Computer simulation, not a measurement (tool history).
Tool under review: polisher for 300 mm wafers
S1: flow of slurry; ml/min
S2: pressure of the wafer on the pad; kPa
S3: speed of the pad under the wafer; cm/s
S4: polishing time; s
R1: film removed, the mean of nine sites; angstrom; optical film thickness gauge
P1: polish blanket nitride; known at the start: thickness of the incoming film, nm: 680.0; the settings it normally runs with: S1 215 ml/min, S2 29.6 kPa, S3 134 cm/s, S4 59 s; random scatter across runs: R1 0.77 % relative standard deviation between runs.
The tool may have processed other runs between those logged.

run   hour   S1    S2   S3  S4      R1
  1     14  215  29.6  134  59  1607.6
  2   26.9  215  29.6  134  59  1618.8
  3   35.8  315  29.6  134  59  1704.4
  4   43.7  130  29.6  134  59  1498.5
  5     50  215  29.6  134  59    1619
  6   59.3  215  38.6  134  59  2096.6
  7   67.8  215  29.6  134  90  2463.7
  8   75.8  215  29.6   66  80  1259.1
  9   89.1  215  29.6  134  59  1622.7
 10     99  215  29.6  134  59  1616.5
 11  106.1  215  29.6  134  38  1044.2
 12  120.7  215  29.6   72  59  993.48
 13  127.6  215  29.6  208  59  2306.5
 14  139.2  215  29.6  166  79  2549.9
 15  152.7  130  29.6  166  59  1781.4
 16  164.7  215  13.8  134  59  741.94
 17  175.9  215  29.6  134  59  1620.3
 18  187.1  215  29.6  134  59  1587.8
 19    200  215  29.6  134  59  1557.7
 20  211.1  215  29.6  134  59  1546.2
 21    224  215  29.6  134  59    1543
 22  237.5  215  29.6  134  59  1533.9
 23  244.6  215  29.6  134  59  1549.8

What does the tool deliver on the next run?
     250.9  -- worn pad replaced by a new one
 24  258.1  215  29.6  134  59   ?

{"run 24": {"R1": 1541.8}}
